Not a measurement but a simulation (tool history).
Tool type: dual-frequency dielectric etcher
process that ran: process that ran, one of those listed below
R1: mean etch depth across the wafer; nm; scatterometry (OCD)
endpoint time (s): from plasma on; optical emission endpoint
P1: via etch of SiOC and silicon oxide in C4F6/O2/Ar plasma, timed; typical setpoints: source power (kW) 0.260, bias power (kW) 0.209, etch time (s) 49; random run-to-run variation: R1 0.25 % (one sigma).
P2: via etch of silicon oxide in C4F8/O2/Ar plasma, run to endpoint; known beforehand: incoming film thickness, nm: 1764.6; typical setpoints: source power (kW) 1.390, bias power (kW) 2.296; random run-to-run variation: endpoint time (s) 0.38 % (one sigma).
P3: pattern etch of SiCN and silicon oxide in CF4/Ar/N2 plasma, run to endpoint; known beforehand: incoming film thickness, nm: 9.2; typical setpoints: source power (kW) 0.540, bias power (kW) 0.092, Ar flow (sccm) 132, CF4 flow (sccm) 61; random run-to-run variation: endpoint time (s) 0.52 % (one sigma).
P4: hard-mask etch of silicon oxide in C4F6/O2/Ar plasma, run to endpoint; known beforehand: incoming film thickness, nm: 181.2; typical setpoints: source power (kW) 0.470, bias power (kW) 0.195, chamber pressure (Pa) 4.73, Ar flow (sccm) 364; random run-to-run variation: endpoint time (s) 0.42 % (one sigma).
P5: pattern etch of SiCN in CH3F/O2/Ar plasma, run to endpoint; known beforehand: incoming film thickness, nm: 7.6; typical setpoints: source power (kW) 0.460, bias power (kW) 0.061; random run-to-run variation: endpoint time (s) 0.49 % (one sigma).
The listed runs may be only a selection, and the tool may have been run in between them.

Run 1, hour 10.3: process that ran P1, source power (kW) 0.260, bias power (kW) 0.209, etch time (s) 49. Result: R1 49.697 nm.
Run 2, hour 24.2: process that ran P4, source power (kW) 0.470, bias power (kW) 0.195, chamber pressure (Pa) 4.73, Ar flow (sccm) 364. Result: endpoint time (s) 55.6150.
Run 3, hour 39.2: process that ran P4, source power (kW) 0.470, bias power (kW) 0.195, chamber pressure (Pa) 4.73, Ar flow (sccm) 364. Result: endpoint time (s) 55.7260.
Run 4, hour 50.1: process that ran P1, source power (kW) 0.260, bias power (kW) 0.247, etch time (s) 49. Result: R1 52.756 nm.
Run 5, hour 59.5: process that ran P3, source power (kW) 0.390, bias power (kW) 0.092, Ar flow (sccm) 132, CF4 flow (sccm) 61. Result: endpoint time (s) 11.8350.
Run 6, hour 74.0: process that ran P5, source power (kW) 0.460, bias power (kW) 0.061. Result: endpoint time (s) 20.4180.
Run 7, hour 84.3: process that ran P1, source power (kW) 0.260, bias power (kW) 0.251, etch time (s) 61. Result: R1 66.054 nm.
Run 8, hour 96.3: process that ran P3, source power (kW) 0.540, bias power (kW) 0.092, Ar flow (sccm) 132, CF4 flow (sccm) 61. Result: endpoint time (s) 8.8896.
Run 9, hour 106.7: process that ran P1, source power (kW) 0.260, bias power (kW) 0.209, etch time (s) 49. Result: R1 49.660 nm.
Run 10, hour 120.9: process that ran P1, source power (kW) 0.300, bias power (kW) 0.209, etch time (s) 49. Result: R1 52.537 nm.
Run 11, hour 138.2: process that ran P1, source power (kW) 0.330, bias power (kW) 0.262, etch time (s) 49. Result: R1 58.991 nm.
Run 12, hour 151.9: process that ran P4, source power (kW) 0.470, bias power (kW) 0.195, chamber pressure (Pa) 4.73, Ar flow (sccm) 480. Result: endpoint time (s) 56.9400.
Run 13, hour 170.6: process that ran P5, source power (kW) 0.460, bias power (kW) 0.038. Result: endpoint time (s) 23.5230.
At hour 172.7: bias power generator calibrated.
Run 14, hour 189.4: process that ran P1, source power (kW) 0.260, bias power (kW) 0.209, etch time (s) 49. Result: R1 49.904 nm.
Run 15, hour 206.1: process that ran P3, source power (kW) 0.540, bias power (kW) 0.092, Ar flow (sccm) 97, CF4 flow (sccm) 61. Result: endpoint time (s) 8.4329.
Run 16, hour 219.4: process that ran P3, source power (kW) 0.540, bias power (kW) 0.092, Ar flow (sccm) 132, CF4 flow (sccm) 78. Result: endpoint time (s) 8.5531.
Run 17, hour 234.1: process that ran P1, source power (kW) 0.260, bias power (kW) 0.146, etch time (s) 49. Result: R1 44.217 nm.
Run 18, hour 251.6: process that ran P5, source power (kW) 0.280, bias power (kW) 0.061. Result: endpoint time (s) 24.4560.
Run 19, hour 268.0: process that ran P1, source power (kW) 0.260, bias power (kW) 0.209, etch time (s) 72. Result: R1 72.786 nm.
Run 20, hour 283.4: process that ran P2, source power (kW) 1.390, bias power (kW) 2.296. Result: endpoint time (s) 402.6200.
Run 21, hour 298.3: process that ran P1, source power (kW) 0.260, bias power (kW) 0.209, etch time (s) 49. Result: R1 49.839 nm.
Run 22, hour 316.9: process that ran P4, source power (kW) 0.640, bias power (kW) 0.195, chamber pressure (Pa) 4.73, Ar flow (sccm) 364. Result: endpoint time (s) 49.0600.
Run 23, hour 333.0: process that ran P1, source power (kW) 0.260, bias power (kW) 0.209, etch time (s) 29. Result: R1 29.475 nm.
Run 24, hour 349.0: process that ran P4, source power (kW) 0.470, bias power (kW) 0.122, chamber pressure (Pa) 4.73, Ar flow (sccm) 364. Result: endpoint time (s) 64.1690.
Run 25, hour 364.0: process that ran P1, source power (kW) 0.260, bias power (kW) 0.209, etch time (s) 49. Result: R1 49.624 nm.
Run 26, hour 374.6: process that ran P2, source power (kW) 1.390, bias power (kW) 3.234. Result: endpoint time (s) 357.6700.

For run 27, what comes out?
Run 27, hour 385.5: process that ran P1, source power (kW) 0.260, bias power (kW) 0.209, etch time (s) 49. Result: R1 ?.

Run 27 came out at R1 49.749 nm.
